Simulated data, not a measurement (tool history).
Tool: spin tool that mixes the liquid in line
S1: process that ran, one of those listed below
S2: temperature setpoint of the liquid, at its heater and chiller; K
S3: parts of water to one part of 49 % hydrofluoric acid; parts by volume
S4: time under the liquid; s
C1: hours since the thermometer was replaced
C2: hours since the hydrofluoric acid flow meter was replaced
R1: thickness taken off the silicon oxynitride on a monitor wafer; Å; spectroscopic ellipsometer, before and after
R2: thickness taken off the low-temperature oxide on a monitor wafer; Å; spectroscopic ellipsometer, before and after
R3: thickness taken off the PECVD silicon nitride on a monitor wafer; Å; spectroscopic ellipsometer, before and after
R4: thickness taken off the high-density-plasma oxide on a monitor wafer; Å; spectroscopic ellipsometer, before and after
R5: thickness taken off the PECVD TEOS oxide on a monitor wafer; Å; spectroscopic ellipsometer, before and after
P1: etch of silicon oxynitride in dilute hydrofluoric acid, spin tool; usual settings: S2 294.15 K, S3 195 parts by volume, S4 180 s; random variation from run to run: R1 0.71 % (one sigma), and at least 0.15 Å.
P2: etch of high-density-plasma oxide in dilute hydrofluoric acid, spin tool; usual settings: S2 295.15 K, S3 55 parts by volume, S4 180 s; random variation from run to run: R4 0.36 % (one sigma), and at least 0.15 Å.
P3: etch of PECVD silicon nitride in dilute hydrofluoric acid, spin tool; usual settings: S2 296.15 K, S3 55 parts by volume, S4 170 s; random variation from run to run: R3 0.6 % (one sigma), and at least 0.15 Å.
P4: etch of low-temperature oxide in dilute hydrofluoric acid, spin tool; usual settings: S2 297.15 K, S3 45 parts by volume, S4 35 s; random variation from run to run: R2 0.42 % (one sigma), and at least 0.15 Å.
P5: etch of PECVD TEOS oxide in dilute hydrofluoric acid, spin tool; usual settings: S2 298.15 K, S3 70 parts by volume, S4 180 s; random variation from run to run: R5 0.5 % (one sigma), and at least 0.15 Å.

run,hour,S1,S2,S3,S4,C1,C2,R1,R2,R3,R4,R5
1,8.8,P1,294.15,195,180,684.5,1199.5,31.548,,,,
2,16.7,P4,290.15,45,35,692.4,1207.4,,157.4,,,
3,21.2,P3,296.15,55,170,696.9,1211.9,,,51.837,,
4,26.9,P1,294.15,195,310,702.6,1217.6,53.747,,,,
5,33.9,P1,294.15,355,180,709.6,1224.6,15.638,,,,
6,39.4,P1,301.15,195,180,715.1,1230.1,43.209,,,,
7,47.9,P1,294.15,195,180,723.6,1238.6,31.56,,,,
8,52.6,P1,294.15,195,180,728.3,1243.3,31.617,,,,
9,60,P3,296.15,20,170,735.7,1250.7,,,136.05,,
10,68.9,P2,299.15,55,180,744.6,1259.6,,,,188.37,
11,75.4,P5,298.15,20,180,751.1,1266.1,,,,,902.77
12,83.2,P1,290.15,195,180,758.9,1273.9,26.176,,,,
13,87.5,P5,298.15,70,285,763.2,1278.2,,,,,377.83
14,94.4,P2,295.15,55,55,770.1,1285.1,,,,49.055,
15,99.5,P2,295.15,20,180,775.2,1290.2,,,,459.24,
16,105.6,P3,296.15,55,170,781.3,1296.3,,,51.409,,
17,111.1,P4,297.15,45,35,786.8,1301.8,,210.75,,,
18,119.4,P4,297.15,75,35,795.1,1310.1,,121.83,,,
19,123.9,P5,298.15,70,180,799.6,1314.6,,,,,238.01
20,131.6,P1,294.15,195,70,807.3,1322.3,12.146,,,,
21,137.5,P4,297.15,45,15,813.2,1328.2,,89.705,,,
22,146.8,P1,300.65,125,180,822.5,1337.5,70.523,,,,
23,151,P3,303.15,55,170,826.7,1341.7,,,81.23,,
24,157.2,P3,296.15,55,285,832.9,1347.9,,,84.782,,
25,161.6,P1,294.15,195,180,837.3,1352.3,31.141,,,,
26,170.8,P1,294.15,55,180,846.5,1361.5,122.43,,,,
27,176.4,P1,290.65,195,280,852.1,1367.1,41.119,,,,
28,182,P5,292.65,70,180,857.7,1372.7,,,,,192.45
29,186.6,P2,295.15,55,180,862.3,1377.3,,,,160.55,
30,193.1,P1,294.15,195,180,868.8,1383.8,31.531,,,,
31,197.7,P1,294.15,195,180,873.4,1388.4,31.196,,,,
32,205.1,P1,294.15,195,180,880.8,1395.8,30.275,,,,
33,211.1,P1,294.15,195,180,886.8,1401.8,29.33,,,,
34,219.5,P1,294.15,195,180,895.2,1410.2,30.089,,,,
35,223.6,P1,294.15,195,180,899.3,1414.3,29.914,,,,
36,228.3,P1,294.15,195,180,904,1419,29.144,,,,
37,232.4,P1,294.15,195,180,908.1,1423.1,29.379,,,,
38,237.5,P1,294.15,195,180,913.2,1428.2,29.465,,,,
39,244.2,P1,294.15,195,180,919.9,1434.9,29.53,,,,

What P1 gives has crept away from where it was. These 2 causes fit the log equally well, each at the size given:
A: hydrofluoric acid flow below the setpoint (%) = 5.7
B: liquid colder than its thermometer reads (K) = 1.44
The creep began at about hour 193.1.

4 check runs are offered, each on 2 wafers whose results are averaged, their results left as question marks. Which one tells the causes apart?
check 1,250.9,P4,290.15,45,25,,,,?,,,
check 2,250.9,P3,296.15,55,270,,,,,?,,
check 3,250.9,P2,295.15,20,180,,,,,,?,
check 4,250.9,P5,295.15,70,180,,,,,,,?

What each check would give under each cause:
check,result,if A,if B
check 1,R2,105.02,104.87
check 2,R3,76.598,73.539
check 3,R4,433.57,432.83
check 4,R5,199.75,200.59
How far apart the two closest causes lie, in the result that separates them most: check 1 0.14 %; check 2 4.08 %; check 3 0.17 %; check 4 0.42 %
Only check 2 tells the causes apart: in the others they would give nearly the same result.

Then check 2 was run and gave: R3 74.116 Å. Which cause is it?

It is B: liquid colder than its thermometer reads (K).
